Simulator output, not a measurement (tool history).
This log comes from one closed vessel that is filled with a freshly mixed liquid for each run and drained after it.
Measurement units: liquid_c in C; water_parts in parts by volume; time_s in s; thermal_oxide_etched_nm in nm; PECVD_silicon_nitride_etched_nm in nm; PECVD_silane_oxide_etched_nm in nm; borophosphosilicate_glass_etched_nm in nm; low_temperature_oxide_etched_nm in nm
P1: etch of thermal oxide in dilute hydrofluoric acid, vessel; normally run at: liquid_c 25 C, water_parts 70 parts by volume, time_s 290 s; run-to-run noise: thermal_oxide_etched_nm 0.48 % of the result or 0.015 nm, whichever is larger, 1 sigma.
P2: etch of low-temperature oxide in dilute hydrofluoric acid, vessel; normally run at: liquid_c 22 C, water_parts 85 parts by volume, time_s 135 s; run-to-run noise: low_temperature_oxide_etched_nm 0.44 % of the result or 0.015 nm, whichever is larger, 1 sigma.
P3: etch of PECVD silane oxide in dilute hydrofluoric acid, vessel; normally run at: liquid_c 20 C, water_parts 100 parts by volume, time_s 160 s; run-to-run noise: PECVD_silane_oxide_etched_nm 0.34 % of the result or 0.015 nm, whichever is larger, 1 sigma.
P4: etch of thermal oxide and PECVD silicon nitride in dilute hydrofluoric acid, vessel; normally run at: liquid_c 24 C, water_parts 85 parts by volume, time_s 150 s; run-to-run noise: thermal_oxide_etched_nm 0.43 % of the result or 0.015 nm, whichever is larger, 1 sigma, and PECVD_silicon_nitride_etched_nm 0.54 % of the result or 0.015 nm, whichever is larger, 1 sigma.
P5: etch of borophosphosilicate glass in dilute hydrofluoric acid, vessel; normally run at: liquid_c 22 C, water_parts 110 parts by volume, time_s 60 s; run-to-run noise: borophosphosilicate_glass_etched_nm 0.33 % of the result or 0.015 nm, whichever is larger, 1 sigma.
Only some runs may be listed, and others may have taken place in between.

run,hour,process,liquid_c,water_parts,time_s,hours since the thermometer was replaced,hours since the hydrofluoric acid flow meter was replaced,thermal_oxide_etched_nm,PECVD_silicon_nitride_etched_nm,PECVD_silane_oxide_etched_nm,borophosphosilicate_glass_etched_nm,low_temperature_oxide_etched_nm
1,11.4,P1,25,70,290,186.5,539.3,20.713,,,,
2,20,P4,24,85,30,195.1,547.9,1.6327,0.97925,,,
3,31.8,P1,25,25,410,206.9,559.7,87.343,,,,
4,45.2,P1,25,45,290,220.3,573.1,33.446,,,,
5,62.6,P1,25,70,70,237.7,590.5,5.0376,,,,
6,74.5,P3,20,100,160,249.6,602.4,,,53.063,,
7,87.3,P5,22,50,60,262.4,615.2,,,,43.119,
8,95.5,P5,29,110,60,270.6,623.4,,,,24.107,
9,106.5,P1,25,95,95,281.6,634.4,4.8268,,,,
10,120.9,P2,22,85,195,296,648.8,,,,,41.257
11,131.3,P1,25,70,290,306.4,659.2,20.668,,,,
12,139.7,P1,21,70,290,314.8,667.6,17.699,,,,
13,150.6,P2,29.5,85,135,325.7,678.5,,,,,38.267
14,159.4,P2,22,85,135,334.5,687.3,,,,,28.412
15,169.8,P4,24,85,150,344.9,697.7,8.3076,4.7394,,,
16,180.9,P3,20,100,315,356,708.8,,,104.93,,
17,189.6,P1,25,70,445,364.7,717.5,31.469,,,,
18,205,P1,17.5,70,480,380.1,732.9,25.409,,,,
19,220.7,P5,22,110,90,395.8,748.6,,,,27.371,
20,232.3,P4,20.5,85,150,407.4,760.2,7.1327,3.8139,,,
21,243.7,P3,20,180,160,418.8,771.6,,,27.201,,
22,255.6,P1,25,115,290,430.7,783.5,12.022,,,,
23,272.8,P2,22,20,135,447.9,800.7,,,,,131.56
24,282.9,P5,22,110,60,458,810.8,,,,18.249,
25,297.6,P1,25,70,290,472.7,825.5,20.878,,,,
26,312.8,P3,28.5,100,160,487.9,840.7,,,74.561,,
27,322.3,P4,24,85,150,497.4,850.2,8.2182,4.7837,,,
28,333.2,P1,30,70,290,508.3,861.1,25.271,,,,
29,349.6,P4,24,35,150,524.7,877.5,21.193,11.475,,,
30,365.6,P1,25,70,290,540.7,893.5,20.828,,,,
31,375.3,P1,25,70,290,550.4,903.2,20.651,,,,
32,387.8,P1,25,70,290,562.9,915.7,21.408,,,,
33,399.4,P1,25,70,290,574.5,927.3,21.623,,,,
34,409.7,P1,25,70,290,584.8,937.6,21.819,,,,
35,424,P1,25,70,290,599.1,951.9,22.09,,,,
36,438.9,P1,25,70,290,614,966.8,21.977,,,,
37,451.3,P1,25,70,290,626.4,979.2,22.067,,,,
38,462.6,P1,25,70,290,637.7,990.5,22.241,,,,
39,478,P1,25,70,290,653.1,1005.9,22.131,,,,

The log shows P1 creeping away from where it was. Any of the 2 causes listed here, at the size stated for it, fits the log just as well as the others:
A: hydrofluoric acid flow above the setpoint (%) = 5.92
B: liquid hotter than its thermometer reads (K) = 1.58
The process output started creeping at around hour 375.3.

The check runs listed below each take one wafer, and their results are still question marks. Under which run would the listed causes lead to clearly different results?
check 1,493.4,P2,26,25,135,,,,,,,?
check 2,493.4,P5,29,110,80,,,,,,?,
check 3,493.4,P3,20,150,310,,,,,?,,
check 4,493.4,P4,24,60,150,,,?,?,,,

Check results expected under each cause:
check,result,if A,if B
check 1,low_temperature_oxide_etched_nm,131.2,131.92
check 2,borophosphosilicate_glass_etched_nm,34.234,33.992
check 3,PECVD_silane_oxide_etched_nm,69.389,69.121
check 4,thermal_oxide_etched_nm,12.811,12.84
check 4,PECVD_silicon_nitride_etched_nm,7.1143,7.4718
Gap, in per cent, between the two causes that each check separates least, read from the result that separates them most: check 1 0.54 %; check 2 0.71 %; check 3 0.39 %; check 4 4.9 %
Of the check runs offered, only check 4 discriminates between the causes; the rest would read about the same regardless of which cause applies.

Check 4 was carried out, with these results: thermal_oxide_etched_nm 12.917 nm; PECVD_silicon_nitride_etched_nm 7.4578 nm. Which of the listed causes is responsible?

It was cause B: liquid hotter than its thermometer reads (K).
